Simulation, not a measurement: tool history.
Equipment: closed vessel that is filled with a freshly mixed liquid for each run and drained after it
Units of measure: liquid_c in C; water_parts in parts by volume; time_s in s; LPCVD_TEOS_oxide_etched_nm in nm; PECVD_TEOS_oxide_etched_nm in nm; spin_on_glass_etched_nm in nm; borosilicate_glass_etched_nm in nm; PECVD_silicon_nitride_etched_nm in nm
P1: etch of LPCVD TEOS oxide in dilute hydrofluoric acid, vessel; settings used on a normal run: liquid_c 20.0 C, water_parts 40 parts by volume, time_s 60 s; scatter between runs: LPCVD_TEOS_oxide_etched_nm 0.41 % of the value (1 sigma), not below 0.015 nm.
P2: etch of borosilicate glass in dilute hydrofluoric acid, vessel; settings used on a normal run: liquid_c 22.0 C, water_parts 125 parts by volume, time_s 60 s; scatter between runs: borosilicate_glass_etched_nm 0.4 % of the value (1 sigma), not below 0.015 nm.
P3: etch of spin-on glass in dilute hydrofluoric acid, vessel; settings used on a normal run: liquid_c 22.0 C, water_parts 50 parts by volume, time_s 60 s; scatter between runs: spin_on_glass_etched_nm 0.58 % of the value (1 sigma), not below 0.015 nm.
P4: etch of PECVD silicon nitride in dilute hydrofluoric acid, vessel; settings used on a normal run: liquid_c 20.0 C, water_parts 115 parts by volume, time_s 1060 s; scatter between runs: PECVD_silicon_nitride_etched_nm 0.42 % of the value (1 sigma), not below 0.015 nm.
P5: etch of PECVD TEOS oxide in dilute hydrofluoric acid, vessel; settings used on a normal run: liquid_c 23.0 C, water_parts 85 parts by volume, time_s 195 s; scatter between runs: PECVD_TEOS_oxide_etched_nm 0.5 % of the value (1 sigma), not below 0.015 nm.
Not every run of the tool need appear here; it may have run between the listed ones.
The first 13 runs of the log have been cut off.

run	hour	process	liquid_c	water_parts	time_s	LPCVD_TEOS_oxide_etched_nm	PECVD_TEOS_oxide_etched_nm	spin_on_glass_etched_nm	borosilicate_glass_etched_nm	PECVD_silicon_nitride_etched_nm
14	96.7	P5	23.0	135	195		21.432			
15	104.6	P1	17.0	40	60	55.844				
16	109.7	P1	20.0	40	60	63.350				
17	114.6	P4	20.0	115	1060					21.379
18	119.8	P4	20.0	115	1060					21.182
19	124.4	P1	20.0	40	115	120.700				
20	130.4	P4	20.0	115	1755					35.179
21	134.7	P3	22.0	50	90			60.215		
22	140.1	P3	22.0	20	60			105.160		
23	148.3	P3	22.0	50	60			40.131		
24	152.8	P2	22.0	175	60				12.042	
25	160.0	P1	20.0	65	60	37.822				
# hour 161.3: thermometer replaced
26	166.7	P2	22.0	125	60				17.953	
27	175.0	P1	20.0	40	30	31.715				
28	179.8	P4	20.0	185	1060					13.388
29	184.9	P1	24.5	40	110	140.490				
30	190.4	P2	29.5	125	60				23.650	
31	199.0	P1	20.0	40	60	63.295				

Run 32 comes next. What will it give?
32	207.6	P1	20.0	40	60	?				

Run 32 gave LPCVD_TEOS_oxide_etched_nm 61.044 nm.
